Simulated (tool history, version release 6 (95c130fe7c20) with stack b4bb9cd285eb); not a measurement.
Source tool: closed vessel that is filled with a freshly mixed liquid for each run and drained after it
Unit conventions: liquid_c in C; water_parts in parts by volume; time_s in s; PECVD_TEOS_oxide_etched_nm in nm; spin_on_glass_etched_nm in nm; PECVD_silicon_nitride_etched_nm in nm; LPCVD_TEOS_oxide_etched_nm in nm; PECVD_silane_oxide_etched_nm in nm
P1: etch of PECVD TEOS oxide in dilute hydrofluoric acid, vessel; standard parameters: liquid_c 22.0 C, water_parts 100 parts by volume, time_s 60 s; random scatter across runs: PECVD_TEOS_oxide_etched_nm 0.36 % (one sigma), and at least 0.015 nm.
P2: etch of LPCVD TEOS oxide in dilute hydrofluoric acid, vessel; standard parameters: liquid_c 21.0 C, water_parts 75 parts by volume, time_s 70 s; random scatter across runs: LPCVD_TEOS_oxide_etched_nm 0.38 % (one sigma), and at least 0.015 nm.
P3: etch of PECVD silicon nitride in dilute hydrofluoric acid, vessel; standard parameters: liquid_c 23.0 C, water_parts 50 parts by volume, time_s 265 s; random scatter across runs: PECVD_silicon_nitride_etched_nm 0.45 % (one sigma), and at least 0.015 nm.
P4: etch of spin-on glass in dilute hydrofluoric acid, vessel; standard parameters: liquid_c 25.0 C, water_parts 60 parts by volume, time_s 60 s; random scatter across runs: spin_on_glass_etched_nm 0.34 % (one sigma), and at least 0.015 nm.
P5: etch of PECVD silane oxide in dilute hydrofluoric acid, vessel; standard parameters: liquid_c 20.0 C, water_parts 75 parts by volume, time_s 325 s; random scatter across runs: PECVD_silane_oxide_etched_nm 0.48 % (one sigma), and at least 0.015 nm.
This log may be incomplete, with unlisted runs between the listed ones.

run	hour	process	liquid_c	water_parts	time_s	PECVD_TEOS_oxide_etched_nm	spin_on_glass_etched_nm	PECVD_silicon_nitride_etched_nm	LPCVD_TEOS_oxide_etched_nm	PECVD_silane_oxide_etched_nm
1	9.5	P1	22.0	100	60	7.2836				
2	22.1	P4	32.0	60	60		68.540			
3	37.0	P3	23.0	50	265			8.5759		
4	45.7	P2	21.0	75	30				16.196	
5	60.1	P5	20.0	20	325					232.810
6	72.6	P1	22.0	100	60	7.3185				
7	90.5	P2	21.0	75	70				37.343	
8	101.8	P1	22.0	100	90	10.9810				
9	116.0	P5	27.5	75	325					79.177
10	131.8	P1	22.0	100	60	7.3131				
11	149.9	P3	23.0	50	495			16.0540		
12	164.7	P1	22.0	100	60	7.3175				
13	177.4	P1	17.0	100	115	11.3420				
14	193.8	P4	25.0	100	60		29.616			
15	206.7	P5	20.0	75	325					58.838
16	220.3	P2	21.0	115	70				23.351	
17	228.6	P1	28.5	100	60	9.4276				
18	245.4	P1	27.0	45	60	21.5140				
19	263.1	P1	17.0	100	60	5.9278				
20	275.8	P1	22.0	100	30	3.6580				
21	288.2	P4	25.0	60	60		52.271			
22	299.0	P1	22.0	100	60	7.2837				
23	312.7	P5	20.0	75	620					111.970
24	330.5	P1	22.0	175	60	3.8458				
25	344.6	P1	22.0	60	110	23.4860				
26	357.5	P1	22.0	100	60	7.3425				
27	372.1	P3	23.0	20	265			20.8740		
28	380.8	P2	17.0	75	70				31.823	
29	392.2	P4	25.0	60	30		26.054			
30	403.3	P1	22.0	100	60	7.3443				
31	419.7	P3	17.0	50	265			5.6625		
32	430.7	P4	25.0	60	60		52.286			
33	445.5	P1	22.0	55	60	14.0320				
34	460.0	P1	22.0	100	60	7.2678				
35	476.6	P1	22.0	100	60	7.5432				
36	488.2	P1	22.0	100	60	7.6544				
37	502.7	P1	22.0	100	60	7.8009				
38	520.9	P1	22.0	100	60	7.8249				
39	537.2	P1	22.0	100	60	7.8793				
40	546.0	P1	22.0	100	60	7.8514				
41	555.0	P1	22.0	100	60	7.8412				

The output of P1 has drifted from where it used to be. Each of the 2 causes below, taken at the size shown beside it, accounts for the log equally well:
A: hydrofluoric acid flow above the setpoint (%) = 6.39
B: liquid hotter than its thermometer reads (K) = 1.73
At approximately hour 460.0, the process output began to creep.

The check runs listed below each take one wafer, and their results are still question marks. Under which run would the listed causes lead to clearly different results?
check 1	564.0	P3	23.0	25	445			?		
check 2	564.0	P2	21.0	115	70				?	
check 3	564.0	P4	25.0	90	60		?			
check 4	564.0	P5	25.5	75	530					?

Check results expected under each cause:
check	result	if A	if B
check 1	PECVD_silicon_nitride_etched_nm	30.0050	31.8280
check 2	LPCVD_TEOS_oxide_etched_nm	25.002	24.988
check 3	spin_on_glass_etched_nm	35.738	35.701
check 4	PECVD_silane_oxide_etched_nm	127.630	127.700
Per-check spread between the two closest causes, in the result where they differ most: check 1 5.9 %; check 2 0.06 %; check 3 0.1 %; check 4 0.06 %
Check 1 is the one run that separates the causes; every other check would come out nearly the same whichever cause is at work.

Running check 1 produced the following: PECVD_silicon_nitride_etched_nm 29.9670 nm. Which one of the listed causes fits?

The cause is A: hydrofluoric acid flow above the setpoint (%).

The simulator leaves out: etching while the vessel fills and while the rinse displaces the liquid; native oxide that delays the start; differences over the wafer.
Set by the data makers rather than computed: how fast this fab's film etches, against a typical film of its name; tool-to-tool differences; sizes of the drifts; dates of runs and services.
